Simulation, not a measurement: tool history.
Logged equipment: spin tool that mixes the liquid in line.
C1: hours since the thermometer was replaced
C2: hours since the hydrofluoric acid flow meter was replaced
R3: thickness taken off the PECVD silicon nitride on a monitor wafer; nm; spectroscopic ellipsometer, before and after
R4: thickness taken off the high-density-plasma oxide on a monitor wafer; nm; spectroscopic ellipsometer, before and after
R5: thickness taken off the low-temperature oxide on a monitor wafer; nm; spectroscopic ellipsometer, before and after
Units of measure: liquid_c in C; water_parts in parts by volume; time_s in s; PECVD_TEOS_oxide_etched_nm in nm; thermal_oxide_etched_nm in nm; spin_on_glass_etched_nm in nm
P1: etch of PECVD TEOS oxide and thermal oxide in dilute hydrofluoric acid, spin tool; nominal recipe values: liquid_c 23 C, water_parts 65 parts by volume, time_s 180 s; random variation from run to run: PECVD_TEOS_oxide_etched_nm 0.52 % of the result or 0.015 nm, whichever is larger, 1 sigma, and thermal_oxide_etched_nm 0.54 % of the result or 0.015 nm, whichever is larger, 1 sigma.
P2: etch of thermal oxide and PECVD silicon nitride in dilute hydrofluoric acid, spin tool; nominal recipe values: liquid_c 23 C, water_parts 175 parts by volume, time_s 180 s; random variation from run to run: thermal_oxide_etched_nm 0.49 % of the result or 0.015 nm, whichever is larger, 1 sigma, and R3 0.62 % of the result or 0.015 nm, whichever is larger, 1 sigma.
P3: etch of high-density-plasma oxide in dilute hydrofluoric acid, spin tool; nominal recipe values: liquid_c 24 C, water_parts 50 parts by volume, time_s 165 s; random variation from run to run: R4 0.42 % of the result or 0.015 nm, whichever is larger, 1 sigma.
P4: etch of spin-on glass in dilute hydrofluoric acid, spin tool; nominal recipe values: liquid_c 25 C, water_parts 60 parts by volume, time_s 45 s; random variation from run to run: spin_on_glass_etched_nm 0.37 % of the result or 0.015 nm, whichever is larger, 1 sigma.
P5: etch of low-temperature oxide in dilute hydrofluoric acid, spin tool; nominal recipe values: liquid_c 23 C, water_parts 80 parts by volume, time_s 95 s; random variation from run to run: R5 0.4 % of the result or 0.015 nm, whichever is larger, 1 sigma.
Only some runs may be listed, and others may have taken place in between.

Run 1, hour 9: process P1, liquid_c 23 C, water_parts 65 parts by volume, time_s 180 s; C1 1310; C2 84.9. Result: PECVD_TEOS_oxide_etched_nm 39.804 nm, thermal_oxide_etched_nm 13.667 nm.
Run 2, hour 14.3: process P1, liquid_c 23 C, water_parts 65 parts by volume, time_s 180 s; C1 1315.3; C2 90.2. Result: PECVD_TEOS_oxide_etched_nm 39.45 nm, thermal_oxide_etched_nm 13.707 nm.
Run 3, hour 23.1: process P1, liquid_c 23 C, water_parts 65 parts by volume, time_s 275 s; C1 1324.1; C2 99. Result: PECVD_TEOS_oxide_etched_nm 60.159 nm, thermal_oxide_etched_nm 20.941 nm.
Run 4, hour 28.9: process P1, liquid_c 23 C, water_parts 65 parts by volume, time_s 75 s; C1 1329.9; C2 104.8. Result: PECVD_TEOS_oxide_etched_nm 16.474 nm, thermal_oxide_etched_nm 5.6848 nm.
Run 5, hour 35.4: process P1, liquid_c 23 C, water_parts 90 parts by volume, time_s 180 s; C1 1336.4; C2 111.3. Result: PECVD_TEOS_oxide_etched_nm 27.834 nm, thermal_oxide_etched_nm 9.622 nm.
Run 6, hour 42.4: process P2, liquid_c 23 C, water_parts 175 parts by volume, time_s 30 s; C1 1343.4; C2 118.3. Result: thermal_oxide_etched_nm 0.74719 nm, R3 0.71871 nm.
Run 7, hour 49: process P3, liquid_c 24 C, water_parts 50 parts by volume, time_s 165 s; C1 1350; C2 124.9. Result: R4 27.552 nm.
Run 8, hour 55.1: process P3, liquid_c 24 C, water_parts 25 parts by volume, time_s 165 s; C1 1356.1; C2 131. Result: R4 56.522 nm.
Run 9, hour 64.6: process P5, liquid_c 23 C, water_parts 80 parts by volume, time_s 95 s; C1 1365.6; C2 140.5. Result: R5 25.373 nm.
Run 10, hour 69.8: process P4, liquid_c 25 C, water_parts 60 parts by volume, time_s 70 s; C1 1370.8; C2 145.7. Result: spin_on_glass_etched_nm 52.936 nm.
Run 11, hour 80.8: process P5, liquid_c 17 C, water_parts 80 parts by volume, time_s 95 s; C1 1381.8; C2 156.7. Result: R5 19.938 nm.
Run 12, hour 89.3: process P2, liquid_c 27 C, water_parts 175 parts by volume, time_s 180 s; C1 1390.3; C2 165.2. Result: thermal_oxide_etched_nm 5.2968 nm, R3 5.6786 nm.
Run 13, hour 95.5: process P4, liquid_c 25 C, water_parts 60 parts by volume, time_s 45 s; C1 1396.5; C2 171.4. Result: spin_on_glass_etched_nm 33.891 nm.
Run 14, hour 105: process P3, liquid_c 24 C, water_parts 50 parts by volume, time_s 25 s; C1 1406; C2 180.9. Result: R4 4.1811 nm.
Run 15, hour 115.3: process P5, liquid_c 23 C, water_parts 80 parts by volume, time_s 40 s; C1 1416.3; C2 191.2. Result: R5 10.708 nm.
Run 16, hour 122.8: process P5, liquid_c 23 C, water_parts 80 parts by volume, time_s 95 s; C1 1423.8; C2 198.7. Result: R5 25.306 nm.
Run 17, hour 130.8: process P1, liquid_c 23 C, water_parts 20 parts by volume, time_s 180 s; C1 1431.8; C2 206.7. Result: PECVD_TEOS_oxide_etched_nm 135.92 nm, thermal_oxide_etched_nm 47.314 nm.
Run 18, hour 136.6: process P1, liquid_c 28 C, water_parts 65 parts by volume, time_s 180 s; C1 1437.6; C2 212.5. Result: PECVD_TEOS_oxide_etched_nm 48.548 nm, thermal_oxide_etched_nm 16.804 nm.
Run 19, hour 143.9: process P1, liquid_c 19 C, water_parts 25 parts by volume, time_s 180 s; C1 1444.9; C2 219.8. Result: PECVD_TEOS_oxide_etched_nm 91.434 nm, thermal_oxide_etched_nm 31.738 nm.
Run 20, hour 154.7: process P1, liquid_c 17 C, water_parts 65 parts by volume, time_s 25 s; C1 1455.7; C2 230.6. Result: PECVD_TEOS_oxide_etched_nm 4.2506 nm, thermal_oxide_etched_nm 1.4573 nm.
Run 21, hour 164.6: process P1, liquid_c 23 C, water_parts 65 parts by volume, time_s 180 s; C1 1465.6; C2 240.5. Result: PECVD_TEOS_oxide_etched_nm 39.521 nm, thermal_oxide_etched_nm 13.644 nm.
Run 22, hour 175: process P3, liquid_c 24 C, water_parts 50 parts by volume, time_s 165 s; C1 1476; C2 250.9. Result: R4 27.528 nm.
Run 23, hour 185.2: process P4, liquid_c 25 C, water_parts 110 parts by volume, time_s 45 s; C1 1486.2; C2 261.1. Result: spin_on_glass_etched_nm 17.355 nm.
Run 24, hour 190.3: process P1, liquid_c 23 C, water_parts 65 parts by volume, time_s 180 s; C1 1491.3; C2 266.2. Result: PECVD_TEOS_oxide_etched_nm 39.564 nm, thermal_oxide_etched_nm 13.567 nm.
Run 25, hour 196.8: process P1, liquid_c 23 C, water_parts 65 parts by volume, time_s 180 s; C1 1497.8; C2 272.7. Result: PECVD_TEOS_oxide_etched_nm 39.515 nm, thermal_oxide_etched_nm 13.584 nm.
Run 26, hour 203.8: process P2, liquid_c 23 C, water_parts 175 parts by volume, time_s 180 s; C1 1504.8; C2 279.7. Result: thermal_oxide_etched_nm 4.5407 nm, R3 4.431 nm.
Run 27, hour 209.6: process P5, liquid_c 23 C, water_parts 30 parts by volume, time_s 95 s; C1 1510.6; C2 285.5. Result: R5 72.382 nm.
Run 28, hour 216.5: process P4, liquid_c 30.5 C, water_parts 60 parts by volume, time_s 45 s; C1 1517.5; C2 292.4. Result: spin_on_glass_etched_nm 42.274 nm.
Run 29, hour 222.3: process P3, liquid_c 17.5 C, water_parts 50 parts by volume, time_s 165 s; C1 1523.3; C2 298.2. Result: R4 20.868 nm.
Run 30, hour 227.1: process P1, liquid_c 23 C, water_parts 65 parts by volume, time_s 180 s; C1 1528.1; C2 303. Result: PECVD_TEOS_oxide_etched_nm 39.608 nm, thermal_oxide_etched_nm 13.642 nm.
Run 31, hour 233.3: process P2, liquid_c 23 C, water_parts 65 parts by volume, time_s 180 s; C1 1534.3; C2 309.2. Result: thermal_oxide_etched_nm 14.039 nm, R3 11.595 nm.
Run 32, hour 242.3: process P1, liquid_c 19.5 C, water_parts 65 parts by volume, time_s 180 s; C1 1543.3; C2 318.2. Result: PECVD_TEOS_oxide_etched_nm 34.215 nm, thermal_oxide_etched_nm 11.869 nm.
Run 33, hour 248.2: process P1, liquid_c 23 C, water_parts 65 parts by volume, time_s 180 s; C1 1549.2; C2 324.1. Result: PECVD_TEOS_oxide_etched_nm 39.498 nm, thermal_oxide_etched_nm 13.635 nm.
Run 34, hour 255.3: process P1, liquid_c 23 C, water_parts 65 parts by volume, time_s 180 s; C1 1556.3; C2 331.2. Result: PECVD_TEOS_oxide_etched_nm 40.581 nm, thermal_oxide_etched_nm 14.049 nm.
Run 35, hour 260.5: process P1, liquid_c 23 C, water_parts 65 parts by volume, time_s 180 s; C1 1561.5; C2 336.4. Result: PECVD_TEOS_oxide_etched_nm 40.855 nm, thermal_oxide_etched_nm 14.312 nm.
Run 36, hour 268.2: process P1, liquid_c 23 C, water_parts 65 parts by volume, time_s 180 s; C1 1569.2; C2 344.1. Result: PECVD_TEOS_oxide_etched_nm 41.909 nm, thermal_oxide_etched_nm 14.412 nm.
Run 37, hour 278.8: process P1, liquid_c 23 C, water_parts 65 parts by volume, time_s 180 s; C1 1579.8; C2 354.7. Result: PECVD_TEOS_oxide_etched_nm 41.952 nm, thermal_oxide_etched_nm 14.445 nm.
Run 38, hour 284.3: process P1, liquid_c 23 C, water_parts 65 parts by volume, time_s 180 s; C1 1585.3; C2 360.2. Result: PECVD_TEOS_oxide_etched_nm 41.879 nm, thermal_oxide_etched_nm 14.707 nm.
Run 39, hour 290.7: process P1, liquid_c 23 C, water_parts 65 parts by volume, time_s 180 s; C1 1591.7; C2 366.6. Result: PECVD_TEOS_oxide_etched_nm 42.028 nm, thermal_oxide_etched_nm 14.559 nm.
Run 40, hour 296.8: process P1, liquid_c 23 C, water_parts 65 parts by volume, time_s 180 s; C1 1597.8; C2 372.7. Result: PECVD_TEOS_oxide_etched_nm 42.335 nm, thermal_oxide_etched_nm 14.48 nm.

The output of P1 has drifted from where it used to be. Each of the 2 causes below, taken at the size shown beside it, accounts for the log equally well:
A: liquid hotter than its thermometer reads (K) = 1.48
B: hydrofluoric acid flow above the setpoint (%) = 5.72
The drift started at roughly hour 248.2.

The list below offers 4 check runs, each averaging the results of 2 wafers, and shows each result as a question mark. For which of them would the listed causes give clearly different results?
Run check 1, hour 302.9: process P4, liquid_c 25 C, water_parts 60 parts by volume, time_s 45 s. Result: spin_on_glass_etched_nm ?.
Run check 2, hour 302.9: process P2, liquid_c 23 C, water_parts 175 parts by volume, time_s 180 s. Result: thermal_oxide_etched_nm ?, R3 ?.
Run check 3, hour 302.9: process P5, liquid_c 23 C, water_parts 80 parts by volume, time_s 95 s. Result: R5 ?.
Run check 4, hour 302.9: process P3, liquid_c 24 C, water_parts 50 parts by volume, time_s 165 s. Result: R4 ?.

Expected result of each check under each candidate cause:
  check                   result    if A    if B
check 1  spin_on_glass_etched_nm  35.994  36.011
check 2  thermal_oxide_etched_nm  4.8239  4.8732
check 2                       R3  4.8644   4.674
check 3                       R5  26.985  27.022
check 4                       R4   29.19  29.154
Gap, in per cent, between the two causes that each check separates least, read from the result that separates them most: check 1 0.05 %; check 2 3.99 %; check 3 0.14 %; check 4 0.12 %
Only check 2 tells the causes apart: in the others they would give nearly the same result.

Check 2 was carried out, with these results: thermal_oxide_etched_nm 4.836 nm; R3 4.8668 nm. Which of the listed causes is responsible?

The correct cause is A, namely: liquid hotter than its thermometer reads (K).

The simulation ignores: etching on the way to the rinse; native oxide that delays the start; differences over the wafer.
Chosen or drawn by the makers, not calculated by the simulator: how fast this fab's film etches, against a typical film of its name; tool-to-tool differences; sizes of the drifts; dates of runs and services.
